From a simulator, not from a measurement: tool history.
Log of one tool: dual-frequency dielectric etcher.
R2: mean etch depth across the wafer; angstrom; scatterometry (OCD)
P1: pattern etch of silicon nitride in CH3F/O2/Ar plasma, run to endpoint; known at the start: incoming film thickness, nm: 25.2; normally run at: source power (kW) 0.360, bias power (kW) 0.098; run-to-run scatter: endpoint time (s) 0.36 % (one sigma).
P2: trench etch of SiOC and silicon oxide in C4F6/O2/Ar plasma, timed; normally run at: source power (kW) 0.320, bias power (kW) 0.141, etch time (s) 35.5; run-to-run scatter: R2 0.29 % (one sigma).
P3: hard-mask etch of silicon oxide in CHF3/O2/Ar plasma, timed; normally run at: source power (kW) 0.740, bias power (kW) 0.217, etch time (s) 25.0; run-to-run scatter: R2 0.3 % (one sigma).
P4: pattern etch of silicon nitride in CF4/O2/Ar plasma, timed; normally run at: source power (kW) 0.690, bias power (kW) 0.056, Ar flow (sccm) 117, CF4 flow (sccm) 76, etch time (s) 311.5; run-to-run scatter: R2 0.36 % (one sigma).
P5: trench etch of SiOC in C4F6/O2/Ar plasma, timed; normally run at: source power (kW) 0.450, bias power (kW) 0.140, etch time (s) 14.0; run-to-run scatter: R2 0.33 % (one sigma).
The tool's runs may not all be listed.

Run 1, day 0.221: process that ran P1, source power (kW) 0.360, bias power (kW) 0.098. Result: endpoint time (s) 35.357.
Run 2, day 0.412: process that ran P2, source power (kW) 0.320, bias power (kW) 0.108, etch time (s) 35.5. Result: R2 565.70 angstrom.
Run 3, day 0.596: process that ran P4, source power (kW) 0.690, bias power (kW) 0.056, etch time (s) 311.5, Ar flow (sccm) 150, CF4 flow (sccm) 76. Result: R2 7532.30 angstrom.
Run 4, day 0.800: process that ran P1, source power (kW) 0.360, bias power (kW) 0.098. Result: endpoint time (s) 35.332.
Run 5, day 1.008: process that ran P4, source power (kW) 0.690, bias power (kW) 0.056, etch time (s) 311.5, Ar flow (sccm) 117, CF4 flow (sccm) 101. Result: R2 8155.30 angstrom.
Run 6, day 1.238: process that ran P1, source power (kW) 0.360, bias power (kW) 0.098. Result: endpoint time (s) 35.329.
Run 7, day 1.412: process that ran P3, source power (kW) 0.740, bias power (kW) 0.217, etch time (s) 25.0. Result: R2 544.53 angstrom.
Run 8, day 1.588: process that ran P3, source power (kW) 0.740, bias power (kW) 0.217, etch time (s) 34.5. Result: R2 751.61 angstrom.
Run 9, day 1.696: process that ran P1, source power (kW) 0.360, bias power (kW) 0.098. Result: endpoint time (s) 35.346.
Run 10, day 1.921: process that ran P4, source power (kW) 0.690, bias power (kW) 0.056, etch time (s) 410.0, Ar flow (sccm) 117, CF4 flow (sccm) 76. Result: R2 10275.00 angstrom.
Run 11, day 2.104: process that ran P3, source power (kW) 0.740, bias power (kW) 0.272, etch time (s) 25.0. Result: R2 587.40 angstrom.
Run 12, day 2.329: process that ran P1, source power (kW) 0.360, bias power (kW) 0.134. Result: endpoint time (s) 31.368.
Run 13, day 2.550: process that ran P2, source power (kW) 0.320, bias power (kW) 0.141, etch time (s) 35.5. Result: R2 609.33 angstrom.
Run 14, day 2.738: process that ran P3, source power (kW) 0.520, bias power (kW) 0.217, etch time (s) 25.0. Result: R2 478.57 angstrom.
Run 15, day 2.858: process that ran P4, source power (kW) 0.530, bias power (kW) 0.056, etch time (s) 311.5, Ar flow (sccm) 117, CF4 flow (sccm) 76. Result: R2 6244.40 angstrom.
Run 16, day 3.104: process that ran P4, source power (kW) 0.690, bias power (kW) 0.056, etch time (s) 311.5, Ar flow (sccm) 117, CF4 flow (sccm) 76. Result: R2 7860.30 angstrom.
Run 17, day 3.208: process that ran P1, source power (kW) 0.360, bias power (kW) 0.098. Result: endpoint time (s) 35.262.
Run 18, day 3.388: process that ran P1, source power (kW) 0.360, bias power (kW) 0.068. Result: endpoint time (s) 40.201.
Run 19, day 3.592: process that ran P1, source power (kW) 0.440, bias power (kW) 0.118. Result: endpoint time (s) 30.618.
Run 20, day 3.742: process that ran P4, source power (kW) 0.690, bias power (kW) 0.040, etch time (s) 311.5, Ar flow (sccm) 117, CF4 flow (sccm) 76. Result: R2 6898.30 angstrom.
Run 21, day 3.938: process that ran P3, source power (kW) 0.740, bias power (kW) 0.217, etch time (s) 25.0. Result: R2 544.36 angstrom.
Run 22, day 4.058: process that ran P1, source power (kW) 0.280, bias power (kW) 0.098. Result: endpoint time (s) 38.582.
Run 23, day 4.217: process that ran P5, source power (kW) 0.450, bias power (kW) 0.140, etch time (s) 14.0. Result: R2 287.20 angstrom.
Run 24, day 4.338: process that ran P5, source power (kW) 0.370, bias power (kW) 0.140, etch time (s) 14.0. Result: R2 265.57 angstrom.
Run 25, day 4.533: process that ran P2, source power (kW) 0.320, bias power (kW) 0.141, etch time (s) 35.5. Result: R2 609.38 angstrom.
Run 26, day 4.762: process that ran P1, source power (kW) 0.360, bias power (kW) 0.098. Result: endpoint time (s) 35.532.
Run 27, day 4.967: process that ran P2, source power (kW) 0.440, bias power (kW) 0.141, etch time (s) 35.5. Result: R2 690.46 angstrom.
Run 28, day 5.158: process that ran P2, source power (kW) 0.320, bias power (kW) 0.141, etch time (s) 24.0. Result: R2 411.51 angstrom.
Run 29, day 5.317: process that ran P1, source power (kW) 0.480, bias power (kW) 0.098. Result: endpoint time (s) 31.556.
Run 30, day 5.467: process that ran P5, source power (kW) 0.450, bias power (kW) 0.172, etch time (s) 14.0. Result: R2 304.66 angstrom.
Run 31, day 5.583: process that ran P1, source power (kW) 0.360, bias power (kW) 0.098. Result: endpoint time (s) 35.208.
Run 32, day 5.750: process that ran P5, source power (kW) 0.450, bias power (kW) 0.140, etch time (s) 8.5. Result: R2 176.02 angstrom.
Run 33, day 5.908: process that ran P1, source power (kW) 0.360, bias power (kW) 0.098. Result: endpoint time (s) 35.486.
Run 34, day 6.121: process that ran P1, source power (kW) 0.360, bias power (kW) 0.098. Result: endpoint time (s) 35.752.
Run 35, day 6.300: process that ran P1, source power (kW) 0.360, bias power (kW) 0.098. Result: endpoint time (s) 35.659.
At day 6.458: wet clean of the chamber.
Run 36, day 6.508: process that ran P1, source power (kW) 0.360, bias power (kW) 0.098. Result: endpoint time (s) 35.812.
Run 37, day 6.742: process that ran P1, source power (kW) 0.360, bias power (kW) 0.098. Result: endpoint time (s) 35.889.
Run 38, day 6.929: process that ran P1, source power (kW) 0.360, bias power (kW) 0.098. Result: endpoint time (s) 36.000.
Run 39, day 7.142: process that ran P1, source power (kW) 0.360, bias power (kW) 0.098. Result: endpoint time (s) 35.935.
Run 40, day 7.312: process that ran P1, source power (kW) 0.360, bias power (kW) 0.098. Result: endpoint time (s) 35.826.

What P1 gives has crept away from where it was. These 2 causes fit the log equally well, each at the size given:
A: bias power that arrives under what is set, % = 4.76
B: source power that arrives under what is set, % = 4.69
The creep began at about day 5.908.
Why every other cause is out:
chamber walls in a state that lowers the etch rate, %: serviced at day 6.458, which brought nothing back

4 check runs are offered, each on 2 wafers whose results are averaged, their results left as question marks. Which one tells the causes apart?
Run check 1, day 7.483: process that ran P4, source power (kW) 0.690, bias power (kW) 0.056, etch time (s) 311.5, Ar flow (sccm) 117, CF4 flow (sccm) 76. Result: R2 ?.
Run check 2, day 7.483: process that ran P5, source power (kW) 0.450, bias power (kW) 0.140, etch time (s) 14.0. Result: R2 ?.
Run check 3, day 7.483: process that ran P3, source power (kW) 0.740, bias power (kW) 0.217, etch time (s) 25.0. Result: R2 ?.
Run check 4, day 7.483: process that ran P2, source power (kW) 0.320, bias power (kW) 0.141, etch time (s) 35.5. Result: R2 ?.

What each check would give under each cause:
  check  result     if A     if B
check 1      R2  7692.60  7523.30
check 2      R2   283.99   282.66
check 3      R2   537.20   536.37
check 4      R2   600.13   597.68
How far apart the two closest causes lie, in the result that separates them most: check 1 2.23 %; check 2 0.47 %; check 3 0.16 %; check 4 0.41 %
Only check 1 tells the causes apart: in the others they would give nearly the same result.

Check 1 was then run and gave: R2 7655.70 angstrom. Which cause is it?

It is A: bias power that arrives under what is set, %.

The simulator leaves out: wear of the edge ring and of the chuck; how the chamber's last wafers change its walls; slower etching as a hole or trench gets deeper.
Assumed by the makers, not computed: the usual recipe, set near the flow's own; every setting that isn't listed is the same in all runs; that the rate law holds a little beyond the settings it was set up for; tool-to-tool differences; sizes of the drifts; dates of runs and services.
